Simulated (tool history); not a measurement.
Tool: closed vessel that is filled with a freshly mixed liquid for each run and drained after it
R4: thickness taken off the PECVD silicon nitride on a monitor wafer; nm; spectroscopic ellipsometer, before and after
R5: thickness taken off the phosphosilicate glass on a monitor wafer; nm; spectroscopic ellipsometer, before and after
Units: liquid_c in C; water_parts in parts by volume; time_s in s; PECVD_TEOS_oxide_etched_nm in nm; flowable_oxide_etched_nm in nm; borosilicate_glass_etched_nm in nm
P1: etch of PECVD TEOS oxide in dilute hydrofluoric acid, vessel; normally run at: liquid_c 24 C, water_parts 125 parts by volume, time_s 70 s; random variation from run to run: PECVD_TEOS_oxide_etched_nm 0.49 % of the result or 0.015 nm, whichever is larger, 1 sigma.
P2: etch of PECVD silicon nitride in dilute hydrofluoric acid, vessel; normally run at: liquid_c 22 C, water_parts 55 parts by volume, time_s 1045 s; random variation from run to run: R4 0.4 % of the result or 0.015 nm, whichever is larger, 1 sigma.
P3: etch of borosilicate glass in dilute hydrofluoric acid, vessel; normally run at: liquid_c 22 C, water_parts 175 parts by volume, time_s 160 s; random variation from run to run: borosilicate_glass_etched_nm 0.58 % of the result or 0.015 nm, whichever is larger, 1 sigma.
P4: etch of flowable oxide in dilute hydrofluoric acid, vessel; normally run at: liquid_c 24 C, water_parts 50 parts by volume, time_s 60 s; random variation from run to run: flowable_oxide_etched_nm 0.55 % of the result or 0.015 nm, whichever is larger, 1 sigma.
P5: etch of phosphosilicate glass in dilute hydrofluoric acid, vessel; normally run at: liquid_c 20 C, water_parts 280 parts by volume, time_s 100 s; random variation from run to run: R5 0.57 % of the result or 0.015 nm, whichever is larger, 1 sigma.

run 1 hour=15.6 | process=P1 liquid_c=24 water_parts=125 time_s=70 | PECVD_TEOS_oxide_etched_nm=6.2559
run 2 hour=26.7 | process=P4 liquid_c=24 water_parts=50 time_s=60 | flowable_oxide_etched_nm=43.785
run 3 hour=39.4 | process=P4 liquid_c=24 water_parts=90 time_s=60 | flowable_oxide_etched_nm=23.006
run 4 hour=51 | process=P1 liquid_c=24 water_parts=195 time_s=70 | PECVD_TEOS_oxide_etched_nm=3.7023
run 5 hour=62.6 | process=P1 liquid_c=24 water_parts=125 time_s=70 | PECVD_TEOS_oxide_etched_nm=6.2735
run 6 hour=71.7 | process=P1 liquid_c=24 water_parts=125 time_s=130 | PECVD_TEOS_oxide_etched_nm=11.668
run 7 hour=86.2 | process=P3 liquid_c=17.5 water_parts=175 time_s=160 | borosilicate_glass_etched_nm=25.641
run 8 hour=102.9 | process=P3 liquid_c=22 water_parts=175 time_s=50 | borosilicate_glass_etched_nm=9.4602
run 9 hour=119.2 | process=P1 liquid_c=24 water_parts=125 time_s=30 | PECVD_TEOS_oxide_etched_nm=2.6772
run 10 hour=129.5 | process=P2 liquid_c=17 water_parts=55 time_s=1045 | R4=27.055
run 11 hour=146 | process=P1 liquid_c=20.5 water_parts=125 time_s=70 | PECVD_TEOS_oxide_etched_nm=5.4109
run 12 hour=162.7 | process=P1 liquid_c=24 water_parts=210 time_s=125 | PECVD_TEOS_oxide_etched_nm=5.9446
run 13 hour=170.2 | process=P1 liquid_c=24 water_parts=125 time_s=70 | PECVD_TEOS_oxide_etched_nm=6.2522
run 14 hour=183.8 | process=P4 liquid_c=24 water_parts=50 time_s=100 | flowable_oxide_etched_nm=71.956
run 15 hour=197.5 | process=P5 liquid_c=27.5 water_parts=280 time_s=100 | R5=19.918
run 16 hour=207.1 | process=P4 liquid_c=17.5 water_parts=50 time_s=60 | flowable_oxide_etched_nm=32.801
run 17 hour=220.3 | process=P2 liquid_c=22 water_parts=55 time_s=1045 | R4=38.6
run 18 hour=233.8 | process=P1 liquid_c=24 water_parts=125 time_s=70 | PECVD_TEOS_oxide_etched_nm=6.2636
run 19 hour=243.8 | process=P5 liquid_c=20 water_parts=150 time_s=100 | R5=32.139
run 20 hour=260.2 | process=P2 liquid_c=22 water_parts=30 time_s=1045 | R4=69.906
run 21 hour=267.9 | process=P1 liquid_c=29.5 water_parts=125 time_s=70 | PECVD_TEOS_oxide_etched_nm=7.6906
run 22 hour=282.8 | process=P1 liquid_c=24 water_parts=125 time_s=70 | PECVD_TEOS_oxide_etched_nm=6.2991
run 23 hour=291.7 | process=P5 liquid_c=20 water_parts=280 time_s=100 | R5=15.087
run 24 hour=308 | process=P1 liquid_c=24 water_parts=75 time_s=70 | PECVD_TEOS_oxide_etched_nm=11.082
run 25 hour=324 | process=P3 liquid_c=22 water_parts=175 time_s=160 | borosilicate_glass_etched_nm=30.254
run 26 hour=332.3 | process=P2 liquid_c=22 water_parts=55 time_s=65 | R4=2.3863
run 27 hour=348.6 | process=P4 liquid_c=24 water_parts=50 time_s=60 | flowable_oxide_etched_nm=43.252
run 28 hour=356.4 | process=P1 liquid_c=24 water_parts=125 time_s=70 | PECVD_TEOS_oxide_etched_nm=6.2616
run 29 hour=372.3 | process=P3 liquid_c=22 water_parts=265 time_s=160 | borosilicate_glass_etched_nm=18.489
run 30 hour=382.1 | process=P5 liquid_c=20 water_parts=280 time_s=30 | R5=4.5595
run 31 hour=392.5 | process=P1 liquid_c=24 water_parts=125 time_s=70 | PECVD_TEOS_oxide_etched_nm=6.2332
run 32 hour=401.5 | process=P1 liquid_c=24 water_parts=125 time_s=70 | PECVD_TEOS_oxide_etched_nm=6.369
run 33 hour=410 | process=P1 liquid_c=24 water_parts=125 time_s=70 | PECVD_TEOS_oxide_etched_nm=6.463
run 34 hour=422.9 | process=P1 liquid_c=24 water_parts=125 time_s=70 | PECVD_TEOS_oxide_etched_nm=6.5076
run 35 hour=436.4 | process=P1 liquid_c=24 water_parts=125 time_s=70 | PECVD_TEOS_oxide_etched_nm=6.6255
run 36 hour=451.5 | process=P1 liquid_c=24 water_parts=125 time_s=70 | PECVD_TEOS_oxide_etched_nm=6.6847
run 37 hour=465.4 | process=P1 liquid_c=24 water_parts=125 time_s=70 | PECVD_TEOS_oxide_etched_nm=6.71
run 38 hour=472.6 | process=P1 liquid_c=24 water_parts=125 time_s=70 | PECVD_TEOS_oxide_etched_nm=6.6811
run 39 hour=488.9 | process=P1 liquid_c=24 water_parts=125 time_s=70 | PECVD_TEOS_oxide_etched_nm=6.7991
run 40 hour=503.6 | process=P1 liquid_c=24 water_parts=125 time_s=70 | PECVD_TEOS_oxide_etched_nm=6.7545
run 41 hour=517.9 | process=P1 liquid_c=24 water_parts=125 time_s=70 | PECVD_TEOS_oxide_etched_nm=6.7889
run 42 hour=529.8 | process=P1 liquid_c=24 water_parts=125 time_s=70 | PECVD_TEOS_oxide_etched_nm=6.8431

What P1 gives has crept away from where it was. These 2 causes fit the log equally well, each at the size given:
A: liquid hotter than its thermometer reads (K) = 2.14
B: hydrofluoric acid flow above the setpoint (%) = 7.45
The creep began at about hour 392.5.

4 check runs are offered, one wafer each, their results left as question marks. Which one tells the causes apart?
run check 1 hour=541.7 | process=P5 liquid_c=20 water_parts=185 time_s=100 | R5=?
run check 2 hour=541.7 | process=P4 liquid_c=19 water_parts=65 time_s=60 | flowable_oxide_etched_nm=?
run check 3 hour=541.7 | process=P2 liquid_c=17.5 water_parts=55 time_s=355 | R4=?
run check 4 hour=541.7 | process=P3 liquid_c=19 water_parts=175 time_s=60 | borosilicate_glass_etched_nm=?

What each check would give under each cause:
check=check_1 result=R5 if_A=27.293 if_B=27.357
check=check_2 result=flowable_oxide_etched_nm if_A=29.163 if_B=28.792
check=check_3 result=R4 if_A=11.114 if_B=10.256
check=check_4 result=borosilicate_glass_etched_nm if_A=11.046 if_B=11.047
How far apart the two closest causes lie, in the result that separates them most: check 1 0.23 %; check 2 1.28 %; check 3 8.04 %; check 4 0.01 %
Only check 3 tells the causes apart: in the others they would give nearly the same result.

Check 3 was then run and gave: R4 11.091 nm. Which cause is it?

It is A: liquid hotter than its thermometer reads (K).

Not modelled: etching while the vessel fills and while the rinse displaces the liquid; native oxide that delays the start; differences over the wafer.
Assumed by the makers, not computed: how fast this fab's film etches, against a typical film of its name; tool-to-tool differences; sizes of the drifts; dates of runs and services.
